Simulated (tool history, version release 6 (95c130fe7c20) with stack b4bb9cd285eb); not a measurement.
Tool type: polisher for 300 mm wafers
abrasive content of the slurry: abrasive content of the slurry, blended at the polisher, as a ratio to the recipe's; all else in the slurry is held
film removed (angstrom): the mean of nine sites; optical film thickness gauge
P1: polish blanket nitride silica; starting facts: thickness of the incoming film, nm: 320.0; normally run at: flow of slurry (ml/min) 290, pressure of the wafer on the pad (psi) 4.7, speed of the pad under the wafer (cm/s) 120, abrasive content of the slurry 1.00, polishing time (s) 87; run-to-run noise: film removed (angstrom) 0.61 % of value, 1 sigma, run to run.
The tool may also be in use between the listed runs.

run	hour	flow of slurry (ml/min)	pressure of the wafer on the pad (psi)	speed of the pad under the wafer (cm/s)	abrasive content of the slurry	polishing time (s)	wafers polished on this pad	hours since the slurry nozzle was cleaned	hours since the head pressure was calibrated	hours since the slurry blender was calibrated	hours since the conditioning disc was replaced	film removed (angstrom)
1	11.7	290	4.7	120	1.00	87	916	335.5	951.2	265.1	76.2	798.74
2	23.4	450	4.7	120	1.00	87	1057	347.2	962.9	276.8	87.9	816.59
3	34.6	290	4.7	120	1.45	87	1192	358.4	974.1	288.0	99.1	933.09
4	46.9	290	4.7	120	1.00	53	1341	370.7	986.4	300.3	111.4	486.43
5	62.0	290	7.4	120	1.00	87	1523	385.8	1001.5	315.4	126.5	1250.50
# hour 64.2: slurry blender recalibrated
6	79.4	290	4.7	186	1.00	87	1733	403.2	1018.9	15.2	143.9	1129.30
7	90.1	290	4.7	120	1.00	87	1862	413.9	1029.6	25.9	154.6	803.02
8	97.8	290	4.7	120	1.00	87	1955	421.6	1037.3	33.6	162.3	799.69
9	114.8	290	4.7	120	1.00	125	2161	438.6	1054.3	50.6	179.3	1147.70
10	130.1	290	4.7	120	1.00	87	2345	453.9	1069.6	65.9	194.6	801.02
11	141.4	290	4.7	120	0.65	87	2482	465.2	1080.9	77.2	205.9	643.80
12	153.5	290	2.7	120	1.00	127	2628	477.3	1093.0	89.3	218.0	662.36
13	163.4	290	2.4	120	1.00	87	2747	487.2	1102.9	99.2	227.9	408.18
14	171.1	290	4.7	80	1.00	87	2840	494.9	1110.6	106.9	235.6	580.37
15	186.8	175	4.7	120	1.00	87	3030	510.6	1126.3	122.6	251.3	749.78
16	197.4	290	4.7	120	1.00	87	3158	521.2	1136.9	133.2	261.9	801.53
17	209.3	290	4.7	120	1.00	87	3302	533.1	1148.8	145.1	273.8	749.47
18	219.2	290	4.7	120	1.00	87	3421	543.0	1158.7	155.0	283.7	731.78
19	227.1	290	4.7	120	1.00	87	3517	550.9	1166.6	162.9	291.6	723.70
20	237.7	290	4.7	120	1.00	87	3645	561.5	1177.2	173.5	302.2	710.28
# hour 237.9: head pressure recalibrated
# hour 245.1: conditioning disc replaced and pad reconditioned
21	251.5	290	4.7	120	1.00	87	3811	575.3	13.7	187.3	6.4	715.66
22	263.6	290	4.7	120	1.00	87	3957	587.4	25.8	199.4	18.5	704.61

What P1 gives has crept away from where it was. These 2 causes fit the log equally well, each at the size given:
A: removal rate lost through wear of the pad, % = 11.6
B: abrasive missing from the slurry, % = 22.4
The process output started creeping at around hour 197.4.
Ruled out, with reasons:
slurry flow missing at the pad, %: at most 40, giving a -5.9 % change in film removed (angstrom): too small, or against the direction of the creep
head's pressure below its setpoint, %: serviced at hour 237.9, which brought nothing back
time polished since the conditioner stopped cutting, s: serviced at hour 245.1, which brought nothing back

The 4 check runs listed below each average the results of 5 wafers, and their outcomes are marked with question marks. Under which run would the listed causes produce clearly different results?
check 1	275.7	290	6.2	148	1.00	87						?
check 2	275.7	290	4.7	180	1.00	118						?
check 3	275.7	290	4.7	174	1.00	87						?
check 4	275.7	290	6.1	120	0.70	87						?

Outcome of each check run for each possible cause:
check	result	if A	if B
check 1	film removed (angstrom)	1102.40	1102.40
check 2	film removed (angstrom)	1325.60	1325.60
check 3	film removed (angstrom)	951.22	951.23
check 4	film removed (angstrom)	767.58	750.55
Gap, in per cent, between the two causes that each check separates least, read from the result that separates them most: check 1 0 %; check 2 0 %; check 3 0 %; check 4 2.24 %
Only check 4 tells the causes apart: in the others they would give nearly the same result.

Check 4 has now been run. It gave: film removed (angstrom) 770.32. Which of the candidate causes is it?

It is A: removal rate lost through wear of the pad, %.
